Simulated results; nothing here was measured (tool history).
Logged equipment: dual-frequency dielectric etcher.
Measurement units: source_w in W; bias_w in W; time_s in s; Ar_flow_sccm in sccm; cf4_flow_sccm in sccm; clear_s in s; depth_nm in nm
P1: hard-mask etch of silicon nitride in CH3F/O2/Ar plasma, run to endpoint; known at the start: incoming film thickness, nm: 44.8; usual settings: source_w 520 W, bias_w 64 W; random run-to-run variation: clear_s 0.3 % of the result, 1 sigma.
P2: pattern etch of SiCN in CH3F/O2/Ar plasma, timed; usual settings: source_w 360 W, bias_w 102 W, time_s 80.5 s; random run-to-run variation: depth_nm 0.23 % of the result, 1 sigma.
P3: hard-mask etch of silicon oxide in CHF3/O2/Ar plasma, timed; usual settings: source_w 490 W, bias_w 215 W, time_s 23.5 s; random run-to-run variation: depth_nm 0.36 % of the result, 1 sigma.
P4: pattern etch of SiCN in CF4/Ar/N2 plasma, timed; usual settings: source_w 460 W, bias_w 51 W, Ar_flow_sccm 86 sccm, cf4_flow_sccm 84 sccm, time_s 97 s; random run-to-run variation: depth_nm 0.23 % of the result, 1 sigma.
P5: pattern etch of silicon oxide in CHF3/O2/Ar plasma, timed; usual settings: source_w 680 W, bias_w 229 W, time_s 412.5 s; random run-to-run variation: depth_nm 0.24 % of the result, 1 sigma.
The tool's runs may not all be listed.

run,hour,process,source_w,bias_w,time_s,Ar_flow_sccm,cf4_flow_sccm,hours since the last wet clean,hours since the last source power generator calibration,hours since the last bias power generator calibration,clear_s,depth_nm
1,9.2,P1,520,64,,,,312.5,867.1,747.5,62.502,
2,16.8,P1,380,51,,,,320.1,874.7,755.1,75.581,
3,24.7,P5,920,229,412.5,,,328,882.6,763,,1061.7
4,36.7,P1,520,44,,,,340,894.6,775,70.166,
5,43.1,P4,460,51,127.5,86,84,346.4,901,781.4,,104.27
6,54.1,P3,490,215,23.5,,,357.4,912,792.4,,44.103
7,61.9,P1,520,80,,,,365.2,919.8,800.2,58.073,
8,70.3,P3,680,215,23.5,,,373.6,928.2,808.6,,49.919
9,75.8,P1,360,64,,,,379.1,933.7,814.1,71.734,
10,86.2,P2,360,64,80.5,,,389.5,944.1,824.5,,28.494
11,95.5,P2,360,102,44.5,,,398.8,953.4,833.8,,18.629
12,107.1,P1,330,81,,,,410.4,965,845.4,68.383,
13,115.8,P5,680,312,412.5,,,419.1,973.7,854.1,,1053.9
14,125.8,P4,460,37,97,86,84,429.1,983.7,864.1,,72.153
15,135.8,P4,460,51,97,86,105,439.1,993.7,874.1,,81.584
16,142.9,P5,680,229,412.5,,,446.2,1000.8,881.2,,945.5
# hour 147.3: source power generator calibrated
17,154,P5,680,229,563.5,,,457.3,6.8,892.3,,1288.9
18,162.3,P2,360,102,80.5,,,465.6,15.1,900.6,,33.734
19,174.1,P3,490,146,23.5,,,477.4,26.9,912.4,,38.925
20,186.2,P4,580,51,97,86,84,489.5,39,924.5,,97.335
21,198.7,P4,460,51,97,55,84,502,51.5,937,,83.869
22,204.8,P1,520,64,,,,508.1,57.6,943.1,62.361,
23,214.5,P2,360,102,80.5,,,517.8,67.3,952.8,,33.975
24,224.3,P4,460,51,97,86,84,527.6,77.1,962.6,,78.882
# hour 231.5: bias power generator calibrated
25,235.7,P1,520,64,,,,539,88.5,4.3,62.418,
26,241.6,P2,220,102,80.5,,,544.9,94.4,10.2,,28.118
27,248.1,P1,660,64,,,,551.4,100.9,16.7,57.116,
28,256.9,P5,680,229,412.5,,,560.2,109.7,25.5,,945.77
29,267.4,P3,490,215,15,,,570.7,120.2,36,,28.088
30,275,P4,460,51,97,86,84,578.3,127.8,43.6,,79.357
31,281.7,P1,520,64,,,,585,134.5,50.3,62.365,
32,293.9,P1,520,64,,,,597.2,146.7,62.5,62.578,
33,299.9,P1,520,64,,,,603.2,152.7,68.5,62.078,
34,308.5,P1,520,64,,,,611.8,161.3,77.1,61.764,

For run 35, what comes out?
35,315.5,P1,520,64,,,,618.8,168.3,84.1,?,

Run 35 measured clear_s 61.867 s.

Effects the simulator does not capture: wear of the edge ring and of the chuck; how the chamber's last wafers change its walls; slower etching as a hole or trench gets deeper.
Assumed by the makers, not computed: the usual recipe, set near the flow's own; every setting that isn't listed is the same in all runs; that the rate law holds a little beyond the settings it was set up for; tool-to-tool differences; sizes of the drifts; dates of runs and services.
